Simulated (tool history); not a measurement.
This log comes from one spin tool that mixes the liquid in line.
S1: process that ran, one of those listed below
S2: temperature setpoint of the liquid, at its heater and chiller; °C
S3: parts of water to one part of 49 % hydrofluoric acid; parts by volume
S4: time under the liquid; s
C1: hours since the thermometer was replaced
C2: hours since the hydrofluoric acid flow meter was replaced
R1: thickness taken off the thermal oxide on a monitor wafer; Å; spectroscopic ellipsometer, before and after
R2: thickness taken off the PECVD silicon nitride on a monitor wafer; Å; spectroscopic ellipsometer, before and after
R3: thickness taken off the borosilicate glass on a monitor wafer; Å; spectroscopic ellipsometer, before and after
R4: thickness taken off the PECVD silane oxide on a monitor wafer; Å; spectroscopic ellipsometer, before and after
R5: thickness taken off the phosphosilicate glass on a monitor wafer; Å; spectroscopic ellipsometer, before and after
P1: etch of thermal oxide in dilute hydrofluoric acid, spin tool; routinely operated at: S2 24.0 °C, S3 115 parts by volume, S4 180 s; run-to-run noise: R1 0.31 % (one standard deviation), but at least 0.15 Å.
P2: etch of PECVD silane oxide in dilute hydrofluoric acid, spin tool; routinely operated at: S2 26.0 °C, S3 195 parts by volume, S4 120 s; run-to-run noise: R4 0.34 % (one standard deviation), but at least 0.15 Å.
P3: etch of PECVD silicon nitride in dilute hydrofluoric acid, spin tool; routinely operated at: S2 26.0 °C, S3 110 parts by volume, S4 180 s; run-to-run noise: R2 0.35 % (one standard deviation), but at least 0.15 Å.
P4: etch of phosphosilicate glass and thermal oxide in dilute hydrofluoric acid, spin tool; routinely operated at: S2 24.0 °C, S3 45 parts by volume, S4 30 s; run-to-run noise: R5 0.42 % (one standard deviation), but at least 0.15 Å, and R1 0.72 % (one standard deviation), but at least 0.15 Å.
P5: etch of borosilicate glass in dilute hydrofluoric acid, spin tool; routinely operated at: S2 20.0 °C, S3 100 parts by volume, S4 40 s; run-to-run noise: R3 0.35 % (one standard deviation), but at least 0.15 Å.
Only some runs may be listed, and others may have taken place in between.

{"run": 1, "hour": 8.3, "S1": "P1", "S2": 24.0, "S3": 115, "S4": 180, "C1": 1219.0, "C2": 396.9, "R1": 72.167}
{"run": 2, "hour": 17.5, "S1": "P3", "S2": 32.0, "S3": 110, "S4": 180, "C1": 1228.2, "C2": 406.1, "R2": 86.916}
{"run": 3, "hour": 26.4, "S1": "P1", "S2": 24.0, "S3": 45, "S4": 180, "C1": 1237.1, "C2": 415.0, "R1": 201.02}
{"run": 4, "hour": 31.7, "S1": "P3", "S2": 26.0, "S3": 110, "S4": 180, "C1": 1242.4, "C2": 420.3, "R2": 59.224}
{"run": 5, "hour": 41.4, "S1": "P5", "S2": 20.0, "S3": 100, "S4": 40, "C1": 1252.1, "C2": 430.0, "R3": 96.791}
{"run": 6, "hour": 48.1, "S1": "P3", "S2": 26.0, "S3": 110, "S4": 15, "C1": 1258.8, "C2": 436.7, "R2": 4.9426}
{"run": 7, "hour": 57.6, "S1": "P5", "S2": 20.0, "S3": 100, "S4": 40, "C1": 1268.3, "C2": 446.2, "R3": 97.619}
{"run": 8, "hour": 64.7, "S1": "P2", "S2": 32.5, "S3": 195, "S4": 120, "C1": 1275.4, "C2": 453.3, "R4": 184.23}
{"run": 9, "hour": 72.3, "S1": "P2", "S2": 26.0, "S3": 195, "S4": 120, "C1": 1283.0, "C2": 460.9, "R4": 146.96}
{"run": 10, "hour": 82.1, "S1": "P1", "S2": 24.0, "S3": 115, "S4": 330, "C1": 1292.8, "C2": 470.7, "R1": 132.87}
{"run": 11, "hour": 90.6, "S1": "P1", "S2": 24.0, "S3": 115, "S4": 180, "C1": 1301.3, "C2": 479.2, "R1": 72.066}
{"run": 12, "hour": 98.3, "S1": "P1", "S2": 24.0, "S3": 205, "S4": 180, "C1": 1309.0, "C2": 486.9, "R1": 36.462}
{"run": 13, "hour": 104.0, "S1": "P3", "S2": 26.0, "S3": 40, "S4": 180, "C1": 1314.7, "C2": 492.6, "R2": 161.57}
{"run": 14, "hour": 108.9, "S1": "P1", "S2": 24.0, "S3": 115, "S4": 180, "C1": 1319.6, "C2": 497.5, "R1": 72.659}
{"run": 15, "hour": 117.6, "S1": "P4", "S2": 24.0, "S3": 45, "S4": 30, "C1": 1328.3, "C2": 506.2, "R1": 34.899, "R5": 520.39}
{"run": 16, "hour": 128.2, "S1": "P4", "S2": 24.0, "S3": 45, "S4": 30, "C1": 1338.9, "C2": 516.8, "R1": 34.124, "R5": 517.51}
{"run": 17, "hour": 138.1, "S1": "P1", "S2": 24.0, "S3": 115, "S4": 30, "C1": 1348.8, "C2": 526.7, "R1": 12.02}
{"run": 18, "hour": 146.7, "S1": "P1", "S2": 24.0, "S3": 115, "S4": 180, "C1": 1357.4, "C2": 535.3, "R1": 71.941}
{"run": 19, "hour": 155.0, "S1": "P1", "S2": 24.0, "S3": 70, "S4": 320, "C1": 1365.7, "C2": 543.6, "R1": 221.26}
{"run": 20, "hour": 163.6, "S1": "P3", "S2": 26.0, "S3": 110, "S4": 180, "C1": 1374.3, "C2": 552.2, "R2": 59.558}
{"run": 21, "hour": 170.3, "S1": "P2", "S2": 26.0, "S3": 195, "S4": 235, "C1": 1381.0, "C2": 558.9, "R4": 287.91}
{"run": 22, "hour": 178.3, "S1": "P1", "S2": 24.0, "S3": 115, "S4": 180, "C1": 1389.0, "C2": 566.9, "R1": 72.182}
{"run": 23, "hour": 184.1, "S1": "P4", "S2": 24.0, "S3": 80, "S4": 30, "C1": 1394.8, "C2": 572.7, "R1": 18.524, "R5": 276.03}
{"run": 24, "hour": 191.0, "S1": "P5", "S2": 20.0, "S3": 150, "S4": 40, "C1": 1401.7, "C2": 579.6, "R3": 61.515}
{"run": 25, "hour": 200.1, "S1": "P2", "S2": 26.0, "S3": 70, "S4": 120, "C1": 1410.8, "C2": 588.7, "R4": 477.57}
{"run": 26, "hour": 207.9, "S1": "P4", "S2": 30.5, "S3": 45, "S4": 30, "C1": 1418.6, "C2": 596.5, "R1": 44.769, "R5": 673.83}
{"run": 27, "hour": 218.3, "S1": "P1", "S2": 17.5, "S3": 115, "S4": 180, "C1": 1429.0, "C2": 606.9, "R1": 55.516}
{"run": 28, "hour": 229.0, "S1": "P5", "S2": 20.0, "S3": 100, "S4": 75, "C1": 1439.7, "C2": 617.6, "R3": 182.05}
{"run": 29, "hour": 237.2, "S1": "P4", "S2": 24.0, "S3": 45, "S4": 15, "C1": 1447.9, "C2": 625.8, "R1": 17.409, "R5": 256.99}
{"run": 30, "hour": 242.4, "S1": "P1", "S2": 31.5, "S3": 115, "S4": 180, "C1": 1453.1, "C2": 631.0, "R1": 95.769}
{"run": 31, "hour": 251.9, "S1": "P5", "S2": 26.5, "S3": 100, "S4": 40, "C1": 1462.6, "C2": 640.5, "R3": 126.21}
{"run": 32, "hour": 257.6, "S1": "P1", "S2": 24.0, "S3": 115, "S4": 180, "C1": 1468.3, "C2": 646.2, "R1": 71.929}
{"run": 33, "hour": 262.3, "S1": "P1", "S2": 24.0, "S3": 115, "S4": 180, "C1": 1473.0, "C2": 650.9, "R1": 73.643}
{"run": 34, "hour": 269.9, "S1": "P1", "S2": 24.0, "S3": 115, "S4": 180, "C1": 1480.6, "C2": 658.5, "R1": 74.775}
{"run": 35, "hour": 279.6, "S1": "P1", "S2": 24.0, "S3": 115, "S4": 180, "C1": 1490.3, "C2": 668.2, "R1": 76.442}
{"run": 36, "hour": 285.6, "S1": "P1", "S2": 24.0, "S3": 115, "S4": 180, "C1": 1496.3, "C2": 674.2, "R1": 76.211}
{"run": 37, "hour": 290.4, "S1": "P1", "S2": 24.0, "S3": 115, "S4": 180, "C1": 1501.1, "C2": 679.0, "R1": 76.332}
{"run": 38, "hour": 295.1, "S1": "P1", "S2": 24.0, "S3": 115, "S4": 180, "C1": 1505.8, "C2": 683.7, "R1": 77.257}
{"run": 39, "hour": 301.4, "S1": "P1", "S2": 24.0, "S3": 115, "S4": 180, "C1": 1512.1, "C2": 690.0, "R1": 76.924}
{"run": 40, "hour": 310.7, "S1": "P1", "S2": 24.0, "S3": 115, "S4": 180, "C1": 1521.4, "C2": 699.3, "R1": 77.487}
{"run": 41, "hour": 318.4, "S1": "P1", "S2": 24.0, "S3": 115, "S4": 180, "C1": 1529.1, "C2": 707.0, "R1": 77.426}
{"run": 42, "hour": 327.7, "S1": "P1", "S2": 24.0, "S3": 115, "S4": 180, "C1": 1538.4, "C2": 716.3, "R1": 77.285}

Compared with where it was, what P1 gives has crept away. Each cause listed below fits the log as well as the rest, at the size given for it:
A: liquid hotter than its thermometer reads (K) = 1.87
B: hydrofluoric acid flow above the setpoint (%) = 6.6
The onset of the drift is placed at about hour 257.6.

Consider the 4 check runs below, whose results appear as question marks and each of which averages 3 wafers. Which one distinguishes the causes, in that each cause would give it a clearly different result?
{"run": "check 1", "hour": 337.0, "S1": "P2", "S2": 26.0, "S3": 85, "S4": 180, "R4": "?"}
{"run": "check 2", "hour": 337.0, "S1": "P3", "S2": 26.0, "S3": 110, "S4": 30, "R2": "?"}
{"run": "check 3", "hour": 337.0, "S1": "P5", "S2": 20.0, "S3": 145, "S4": 55, "R3": "?"}
{"run": "check 4", "hour": 337.0, "S1": "P4", "S2": 29.0, "S3": 45, "S4": 15, "R1": "?", "R5": "?"}

Predicted outcomes, by check and by cause:
check=check_1 result=R4 if_A=621.88 if_B=620.54
check=check_2 result=R2 if_A=11.1790 if_B=10.5680
check=check_3 result=R3 if_A=94.705 if_B=94.652
check=check_4 result=R1 if_A=22.674 if_B=22.549
check=check_4 result=R5 if_A=340.32 if_B=338.44
How far apart the two closest causes lie, in the result that separates them most: check 1 0.22 %; check 2 5.62 %; check 3 0.06 %; check 4 0.55 %
The other checks would show nearly matching results whichever cause is true, so check 2 is the only one that separates the causes.

With check 2 done, the readings were: R2 10.5200 Å. Identify which of the listed causes applies.

The cause is B: hydrofluoric acid flow above the setpoint (%).
